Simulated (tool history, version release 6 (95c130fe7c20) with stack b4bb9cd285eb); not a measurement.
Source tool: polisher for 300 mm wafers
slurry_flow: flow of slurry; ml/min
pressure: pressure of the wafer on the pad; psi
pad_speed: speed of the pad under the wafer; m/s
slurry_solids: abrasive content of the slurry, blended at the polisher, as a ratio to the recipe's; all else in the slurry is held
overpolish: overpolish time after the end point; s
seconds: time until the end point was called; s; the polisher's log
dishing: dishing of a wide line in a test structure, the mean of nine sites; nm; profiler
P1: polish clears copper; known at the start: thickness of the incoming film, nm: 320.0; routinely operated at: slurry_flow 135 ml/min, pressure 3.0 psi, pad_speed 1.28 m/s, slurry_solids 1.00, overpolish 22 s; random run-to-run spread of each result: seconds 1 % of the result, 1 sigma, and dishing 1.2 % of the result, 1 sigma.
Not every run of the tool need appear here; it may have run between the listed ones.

| run | hour | slurry_flow | pressure | pad_speed | slurry_solids | overpolish | wafers polished on this pad | hours since the slurry nozzle was cleaned | hours since the head pressure was calibrated | hours since the slurry blender was calibrated | seconds | dishing |
|---|---|---|---|---|---|---|---|---|---|---|---|---|
| 1 | 10.2 | 135 | 3.0 | 1.28 | 1.00 | 22 | 418 | 86.0 | 795.1 | 362.0 | 92.578 | 48.543 |
| 2 | 20.2 | 135 | 3.0 | 1.98 | 1.00 | 22 | 525 | 96.0 | 805.1 | 372.0 | 59.184 | 69.932 |
| 3 | 31.0 | 135 | 3.0 | 1.28 | 0.50 | 22 | 640 | 106.8 | 815.9 | 382.8 | 104.980 | 43.727 |
| 4 | 41.0 | 135 | 3.0 | 1.28 | 1.25 | 22 | 747 | 116.8 | 825.9 | 392.8 | 86.479 | 52.071 |
| 5 | 51.0 | 135 | 1.7 | 1.28 | 1.00 | 22 | 854 | 126.8 | 835.9 | 402.8 | 159.790 | 29.380 |
| 6 | 66.4 | 200 | 3.0 | 1.28 | 1.00 | 22 | 1018 | 142.2 | 851.3 | 418.2 | 84.969 | 53.480 |
| 7 | 77.0 | 135 | 3.0 | 1.28 | 1.00 | 22 | 1131 | 152.8 | 861.9 | 428.8 | 92.681 | 49.448 |
| 8 | 85.7 | 135 | 3.0 | 1.28 | 1.00 | 22 | 1224 | 161.5 | 870.6 | 437.5 | 92.524 | 50.069 |
| 9 | 98.7 | 135 | 1.5 | 1.28 | 1.40 | 22 | 1363 | 174.5 | 883.6 | 450.5 | 169.460 | 28.134 |
| 10 | 113.3 | 135 | 3.0 | 1.28 | 1.00 | 31 | 1518 | 189.1 | 898.2 | 465.1 | 93.635 | 65.461 |
| 11 | 127.0 | 135 | 3.9 | 1.28 | 1.00 | 22 | 1664 | 202.8 | 911.9 | 478.8 | 71.094 | 62.709 |
| 12 | 136.4 | 80 | 3.0 | 1.28 | 1.00 | 22 | 1765 | 212.2 | 921.3 | 488.2 | 105.830 | 44.775 |
| 13 | 153.0 | 135 | 3.0 | 1.28 | 1.00 | 22 | 1942 | 228.8 | 937.9 | 504.8 | 90.789 | 48.916 |
| 14 | 161.5 | 135 | 3.0 | 1.28 | 1.00 | 7 | 2032 | 237.3 | 946.4 | 513.3 | 92.057 | 17.599 |
| 15 | 172.2 | 135 | 3.0 | 0.68 | 1.00 | 22 | 2147 | 248.0 | 957.1 | 524.0 | 169.960 | 29.005 |
| 16 | 184.3 | 135 | 3.0 | 1.28 | 1.25 | 37 | 2276 | 260.1 | 969.2 | 536.1 | 89.101 | 78.069 |
| 17 | 199.1 | 135 | 3.0 | 1.28 | 1.00 | 22 | 2434 | 274.9 | 984.0 | 550.9 | 91.807 | 49.566 |
| 18 | 207.0 | 135 | 3.0 | 1.28 | 1.00 | 22 | 2518 | 282.8 | 991.9 | 558.8 | 91.357 | 49.773 |
| 19 | 219.3 | 135 | 3.0 | 1.28 | 1.00 | 22 | 2649 | 295.1 | 1004.2 | 571.1 | 95.680 | 48.662 |
| 20 | 230.6 | 135 | 3.0 | 1.28 | 1.00 | 22 | 2770 | 306.4 | 1015.5 | 582.4 | 96.558 | 46.496 |
| 21 | 246.1 | 135 | 3.0 | 1.28 | 1.00 | 22 | 2935 | 321.9 | 1031.0 | 597.9 | 99.662 | 47.317 |
|  | 247.7 | head pressure recalibrated |
|  | 253.3 | slurry blender recalibrated |
| 22 | 262.3 | 135 | 3.0 | 1.28 | 1.00 | 22 | 3108 | 338.1 | 14.6 | 9.1 | 99.648 | 46.469 |
| 23 | 278.9 | 135 | 3.0 | 1.28 | 1.00 | 22 | 3285 | 354.7 | 31.2 | 25.7 | 99.588 | 46.646 |
| 24 | 286.7 | 135 | 3.0 | 1.28 | 1.00 | 22 | 3368 | 362.5 | 39.0 | 33.5 | 101.320 | 45.610 |
| 25 | 298.4 | 135 | 3.0 | 1.28 | 1.00 | 22 | 3493 | 374.2 | 50.7 | 45.2 | 100.480 | 46.847 |

P1 has crept away from where it was. The log is fitted equally well by each of these 2 causes, at the sizes shown:
A: slurry flow missing at the pad, % = 34.3
B: removal rate lost through wear of the pad, % = 9.21
The gradual shift began around hour 207.0.
What rules out each remaining cause:
head's pressure below its setpoint, %: serviced at hour 247.7, after the drift had started, without restoring the earlier output
abrasive missing from the slurry, %: serviced at hour 253.3, after the drift had started, without restoring the earlier output

Consider the 4 check runs below, whose results appear as question marks and each of which averages 2 wafers. Which one distinguishes the causes, in that each cause would give it a clearly different result?
| check 1 | 310.1 | 135 | 3.0 | 1.96 | 1.00 | 22 |  |  |  |  | ? | ? |
| check 2 | 310.1 | 80 | 3.0 | 1.28 | 1.00 | 22 |  |  |  |  | ? | ? |
| check 3 | 310.1 | 135 | 3.0 | 1.28 | 0.60 | 7 |  |  |  |  | ? | ? |
| check 4 | 310.1 | 135 | 3.0 | 1.80 | 1.00 | 22 |  |  |  |  | ? | ? |

Expected result of each check under each candidate cause:
| check | result | if A | if B |
|---|---|---|---|
| check 1 | seconds | 66.034 | 66.019 |
| check 1 | dishing | 64.624 | 64.635 |
| check 2 | seconds | 121.230 | 114.740 |
| check 2 | dishing | 39.069 | 40.984 |
| check 3 | seconds | 112.430 | 112.410 |
| check 3 | dishing | 14.591 | 14.594 |
| check 4 | seconds | 71.903 | 71.888 |
| check 4 | dishing | 60.450 | 60.461 |
Per-check spread between the two closest causes, in the result where they differ most: check 1 0.02 %; check 2 5.5 %; check 3 0.02 %; check 4 0.02 %
Only in check 2 would the causes give clearly different results; in the remaining checks their results would be nearly the same.

With check 2 done, the readings were: seconds 120.740 s; dishing 39.061 nm. Identify which of the listed causes applies.

Of the candidate causes, it is A: slurry flow missing at the pad, %.
